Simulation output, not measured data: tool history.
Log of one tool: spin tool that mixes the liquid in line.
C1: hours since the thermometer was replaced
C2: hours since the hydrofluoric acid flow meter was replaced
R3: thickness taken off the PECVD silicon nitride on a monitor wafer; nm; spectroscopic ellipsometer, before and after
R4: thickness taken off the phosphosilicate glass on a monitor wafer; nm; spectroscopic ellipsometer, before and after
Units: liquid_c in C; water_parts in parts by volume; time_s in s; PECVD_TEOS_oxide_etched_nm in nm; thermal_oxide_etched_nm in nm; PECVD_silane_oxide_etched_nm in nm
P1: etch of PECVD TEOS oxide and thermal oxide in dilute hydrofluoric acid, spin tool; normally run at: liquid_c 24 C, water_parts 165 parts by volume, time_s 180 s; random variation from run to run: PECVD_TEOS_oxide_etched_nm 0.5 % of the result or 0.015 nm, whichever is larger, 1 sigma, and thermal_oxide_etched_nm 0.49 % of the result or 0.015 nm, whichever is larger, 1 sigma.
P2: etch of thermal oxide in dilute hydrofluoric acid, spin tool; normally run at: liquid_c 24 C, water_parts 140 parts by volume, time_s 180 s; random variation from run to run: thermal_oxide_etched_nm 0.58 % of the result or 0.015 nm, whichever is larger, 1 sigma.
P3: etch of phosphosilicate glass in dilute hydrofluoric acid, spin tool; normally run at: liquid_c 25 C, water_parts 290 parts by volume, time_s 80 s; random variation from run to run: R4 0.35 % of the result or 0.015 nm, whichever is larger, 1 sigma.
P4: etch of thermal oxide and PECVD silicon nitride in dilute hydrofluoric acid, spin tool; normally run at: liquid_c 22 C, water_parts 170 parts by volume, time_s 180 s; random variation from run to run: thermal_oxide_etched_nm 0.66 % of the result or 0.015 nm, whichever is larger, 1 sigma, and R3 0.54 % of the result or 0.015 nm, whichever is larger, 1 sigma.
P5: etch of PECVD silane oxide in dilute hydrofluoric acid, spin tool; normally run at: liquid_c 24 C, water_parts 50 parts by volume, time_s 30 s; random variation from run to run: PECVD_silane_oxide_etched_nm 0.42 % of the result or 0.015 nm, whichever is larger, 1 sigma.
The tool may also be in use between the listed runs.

Run 1, hour 6.2: process P1, liquid_c 24 C, water_parts 165 parts by volume, time_s 180 s; C1 258; C2 1020.8. Result: PECVD_TEOS_oxide_etched_nm 8.9259 nm, thermal_oxide_etched_nm 4.5826 nm.
Run 2, hour 9.2: process P4, liquid_c 22 C, water_parts 170 parts by volume, time_s 180 s; C1 261; C2 1023.8. Result: thermal_oxide_etched_nm 4.2136 nm, R3 5.3325 nm.
Run 3, hour 12.9: process P3, liquid_c 17 C, water_parts 290 parts by volume, time_s 80 s; C1 264.7; C2 1027.5. Result: R4 25.925 nm.
Run 4, hour 18.4: process P1, liquid_c 24 C, water_parts 165 parts by volume, time_s 180 s; C1 270.2; C2 1033. Result: PECVD_TEOS_oxide_etched_nm 9.048 nm, thermal_oxide_etched_nm 4.5941 nm.
Run 5, hour 24.4: process P1, liquid_c 24 C, water_parts 90 parts by volume, time_s 350 s; C1 276.2; C2 1039. Result: PECVD_TEOS_oxide_etched_nm 35.09 nm, thermal_oxide_etched_nm 17.85 nm.
Run 6, hour 29.4: process P2, liquid_c 24 C, water_parts 140 parts by volume, time_s 360 s; C1 281.2; C2 1044. Result: thermal_oxide_etched_nm 11.512 nm.
Run 7, hour 34.7: process P1, liquid_c 24 C, water_parts 165 parts by volume, time_s 180 s; C1 286.5; C2 1049.3. Result: PECVD_TEOS_oxide_etched_nm 9.0076 nm, thermal_oxide_etched_nm 4.5426 nm.
Run 8, hour 39.9: process P5, liquid_c 24 C, water_parts 90 parts by volume, time_s 30 s; C1 291.7; C2 1054.5. Result: PECVD_silane_oxide_etched_nm 6.5267 nm.
Run 9, hour 46: process P3, liquid_c 25 C, water_parts 290 parts by volume, time_s 20 s; C1 297.8; C2 1060.6. Result: R4 8.7231 nm.
Run 10, hour 51: process P5, liquid_c 30 C, water_parts 50 parts by volume, time_s 30 s; C1 302.8; C2 1065.6. Result: PECVD_silane_oxide_etched_nm 15.677 nm.
Run 11, hour 54.9: process P4, liquid_c 22 C, water_parts 80 parts by volume, time_s 180 s; C1 306.7; C2 1069.5. Result: thermal_oxide_etched_nm 9.8418 nm, R3 11.129 nm.
Run 12, hour 58.9: process P4, liquid_c 22 C, water_parts 170 parts by volume, time_s 25 s; C1 310.7; C2 1073.5. Result: thermal_oxide_etched_nm 0.58915 nm, R3 0.73256 nm.
Run 13, hour 64.4: process P2, liquid_c 24 C, water_parts 140 parts by volume, time_s 180 s; C1 316.2; C2 1079. Result: thermal_oxide_etched_nm 5.7535 nm.
Run 14, hour 70.3: process P3, liquid_c 25 C, water_parts 290 parts by volume, time_s 80 s; C1 322.1; C2 1084.9. Result: R4 34.804 nm.
Run 15, hour 75.5: process P5, liquid_c 24 C, water_parts 50 parts by volume, time_s 30 s; C1 327.3; C2 1090.1. Result: PECVD_silane_oxide_etched_nm 12.371 nm.
Run 16, hour 78.7: process P2, liquid_c 17 C, water_parts 140 parts by volume, time_s 180 s; C1 330.5; C2 1093.3. Result: thermal_oxide_etched_nm 4.3777 nm.
Run 17, hour 83.4: process P4, liquid_c 22 C, water_parts 170 parts by volume, time_s 180 s; C1 335.2; C2 1098. Result: thermal_oxide_etched_nm 4.2161 nm, R3 5.3175 nm.
Run 18, hour 87.3: process P1, liquid_c 24 C, water_parts 165 parts by volume, time_s 180 s; C1 339.1; C2 1101.9. Result: PECVD_TEOS_oxide_etched_nm 9.0319 nm, thermal_oxide_etched_nm 4.546 nm.
Run 19, hour 93.5: process P4, liquid_c 17 C, water_parts 170 parts by volume, time_s 180 s; C1 345.3; C2 1108.1. Result: thermal_oxide_etched_nm 3.3733 nm, R3 3.7734 nm.
Run 20, hour 97.5: process P1, liquid_c 24 C, water_parts 300 parts by volume, time_s 180 s; C1 349.3; C2 1112.1. Result: PECVD_TEOS_oxide_etched_nm 4.3244 nm, thermal_oxide_etched_nm 2.1812 nm.
Run 21, hour 103.6: process P1, liquid_c 20 C, water_parts 165 parts by volume, time_s 180 s; C1 355.4; C2 1118.2. Result: PECVD_TEOS_oxide_etched_nm 7.688 nm, thermal_oxide_etched_nm 3.9234 nm.
Run 22, hour 107.9: process P5, liquid_c 24 C, water_parts 50 parts by volume, time_s 30 s; C1 359.7; C2 1122.5. Result: PECVD_silane_oxide_etched_nm 12.429 nm.
Run 23, hour 110.9: process P5, liquid_c 24 C, water_parts 50 parts by volume, time_s 60 s; C1 362.7; C2 1125.5. Result: PECVD_silane_oxide_etched_nm 24.85 nm.
Run 24, hour 116: process P1, liquid_c 24 C, water_parts 165 parts by volume, time_s 180 s; C1 367.8; C2 1130.6. Result: PECVD_TEOS_oxide_etched_nm 8.9138 nm, thermal_oxide_etched_nm 4.5734 nm.
Run 25, hour 120: process P3, liquid_c 25 C, water_parts 455 parts by volume, time_s 80 s; C1 371.8; C2 1134.6. Result: R4 18.933 nm.
Run 26, hour 126.4: process P1, liquid_c 24 C, water_parts 85 parts by volume, time_s 180 s; C1 378.2; C2 1141. Result: PECVD_TEOS_oxide_etched_nm 19.46 nm, thermal_oxide_etched_nm 9.85 nm.
Run 27, hour 131.2: process P2, liquid_c 24 C, water_parts 25 parts by volume, time_s 180 s; C1 383; C2 1145.8. Result: thermal_oxide_etched_nm 37.382 nm.
Run 28, hour 136.8: process P1, liquid_c 29.5 C, water_parts 165 parts by volume, time_s 180 s; C1 388.6; C2 1151.4. Result: PECVD_TEOS_oxide_etched_nm 11.003 nm, thermal_oxide_etched_nm 5.6118 nm.
Run 29, hour 142.9: process P1, liquid_c 24 C, water_parts 165 parts by volume, time_s 290 s; C1 394.7; C2 1157.5. Result: PECVD_TEOS_oxide_etched_nm 14.564 nm, thermal_oxide_etched_nm 7.3827 nm.
Run 30, hour 147.2: process P1, liquid_c 24 C, water_parts 165 parts by volume, time_s 70 s; C1 399; C2 1161.8. Result: PECVD_TEOS_oxide_etched_nm 3.5219 nm, thermal_oxide_etched_nm 1.7856 nm.
Run 31, hour 153.3: process P1, liquid_c 24 C, water_parts 165 parts by volume, time_s 180 s; C1 405.1; C2 1167.9. Result: PECVD_TEOS_oxide_etched_nm 8.9539 nm, thermal_oxide_etched_nm 4.613 nm.
Run 32, hour 159.1: process P1, liquid_c 24 C, water_parts 165 parts by volume, time_s 180 s; C1 410.9; C2 1173.7. Result: PECVD_TEOS_oxide_etched_nm 8.7338 nm, thermal_oxide_etched_nm 4.4418 nm.
Run 33, hour 163.6: process P1, liquid_c 24 C, water_parts 165 parts by volume, time_s 180 s; C1 415.4; C2 1178.2. Result: PECVD_TEOS_oxide_etched_nm 8.6371 nm, thermal_oxide_etched_nm 4.3546 nm.
Run 34, hour 169.4: process P1, liquid_c 24 C, water_parts 165 parts by volume, time_s 180 s; C1 421.2; C2 1184. Result: PECVD_TEOS_oxide_etched_nm 8.5181 nm, thermal_oxide_etched_nm 4.2908 nm.
Run 35, hour 172.6: process P1, liquid_c 24 C, water_parts 165 parts by volume, time_s 180 s; C1 424.4; C2 1187.2. Result: PECVD_TEOS_oxide_etched_nm 8.5231 nm, thermal_oxide_etched_nm 4.2496 nm.
Run 36, hour 177.7: process P1, liquid_c 24 C, water_parts 165 parts by volume, time_s 180 s; C1 429.5; C2 1192.3. Result: PECVD_TEOS_oxide_etched_nm 8.4402 nm, thermal_oxide_etched_nm 4.2755 nm.
Run 37, hour 183.9: process P1, liquid_c 24 C, water_parts 165 parts by volume, time_s 180 s; C1 435.7; C2 1198.5. Result: PECVD_TEOS_oxide_etched_nm 8.2795 nm, thermal_oxide_etched_nm 4.2312 nm.
Run 38, hour 190.3: process P1, liquid_c 24 C, water_parts 165 parts by volume, time_s 180 s; C1 442.1; C2 1204.9. Result: PECVD_TEOS_oxide_etched_nm 8.4004 nm, thermal_oxide_etched_nm 4.1859 nm.
Run 39, hour 196.5: process P1, liquid_c 24 C, water_parts 165 parts by volume, time_s 180 s; C1 448.3; C2 1211.1. Result: PECVD_TEOS_oxide_etched_nm 8.3362 nm, thermal_oxide_etched_nm 4.2339 nm.
Run 40, hour 199.7: process P1, liquid_c 24 C, water_parts 165 parts by volume, time_s 180 s; C1 451.5; C2 1214.3. Result: PECVD_TEOS_oxide_etched_nm 8.3253 nm, thermal_oxide_etched_nm 4.2139 nm.

Run 41 comes next. What will it give?
Run 41, hour 203.6: process P1, liquid_c 24 C, water_parts 165 parts by volume, time_s 180 s; C1 455.4; C2 1218.2. Result: PECVD_TEOS_oxide_etched_nm ?, thermal_oxide_etched_nm ?.

PECVD_TEOS_oxide_etched_nm: 8.2314 nm
thermal_oxide_etched_nm: 4.239 nm
